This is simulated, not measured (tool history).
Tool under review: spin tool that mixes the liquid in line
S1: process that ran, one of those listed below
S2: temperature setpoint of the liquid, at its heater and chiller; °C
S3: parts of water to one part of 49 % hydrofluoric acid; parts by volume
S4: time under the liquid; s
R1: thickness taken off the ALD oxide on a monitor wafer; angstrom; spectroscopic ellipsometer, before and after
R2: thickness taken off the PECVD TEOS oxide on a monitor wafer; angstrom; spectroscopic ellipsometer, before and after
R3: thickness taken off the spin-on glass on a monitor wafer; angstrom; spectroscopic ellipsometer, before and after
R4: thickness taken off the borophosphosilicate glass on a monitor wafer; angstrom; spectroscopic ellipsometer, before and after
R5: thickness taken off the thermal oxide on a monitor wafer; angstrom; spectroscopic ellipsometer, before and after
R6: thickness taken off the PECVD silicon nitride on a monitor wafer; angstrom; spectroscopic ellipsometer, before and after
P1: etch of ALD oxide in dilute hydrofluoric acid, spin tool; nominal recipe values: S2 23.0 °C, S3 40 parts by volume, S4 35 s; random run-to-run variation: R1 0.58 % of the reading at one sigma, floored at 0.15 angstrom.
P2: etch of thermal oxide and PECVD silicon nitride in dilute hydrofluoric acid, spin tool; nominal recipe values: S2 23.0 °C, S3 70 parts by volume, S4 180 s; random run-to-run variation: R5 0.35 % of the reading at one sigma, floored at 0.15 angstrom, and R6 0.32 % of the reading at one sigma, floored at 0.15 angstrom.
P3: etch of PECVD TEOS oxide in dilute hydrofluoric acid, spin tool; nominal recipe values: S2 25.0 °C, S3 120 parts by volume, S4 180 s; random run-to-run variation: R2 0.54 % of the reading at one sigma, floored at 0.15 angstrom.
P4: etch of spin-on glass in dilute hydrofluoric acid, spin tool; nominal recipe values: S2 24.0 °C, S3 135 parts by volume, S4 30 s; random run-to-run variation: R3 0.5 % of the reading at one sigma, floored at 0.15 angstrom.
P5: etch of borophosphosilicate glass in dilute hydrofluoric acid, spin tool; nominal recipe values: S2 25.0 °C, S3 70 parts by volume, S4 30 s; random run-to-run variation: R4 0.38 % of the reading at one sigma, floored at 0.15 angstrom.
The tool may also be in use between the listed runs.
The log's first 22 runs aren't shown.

run	hour	S1	S2	S3	S4	R1	R2	R3	R4	R5	R6
23	221.7	P1	23.0	40	35	160.860					
24	231.6	P1	17.0	40	35	125.050					
25	244.7	P3	25.0	120	180		133.330				
26	256.5	P5	25.0	70	30				326.36		
27	264.0	P1	23.0	40	35	159.040					
28	271.8	P1	23.0	40	35	160.220					
29	280.8	P2	23.0	70	180					120.10	76.530
30	286.7	P1	23.0	60	35	104.670					

For run 31, what comes out?
31	293.1	P1	28.0	40	35	?					

{"run 31": {"R1": 196.0}}
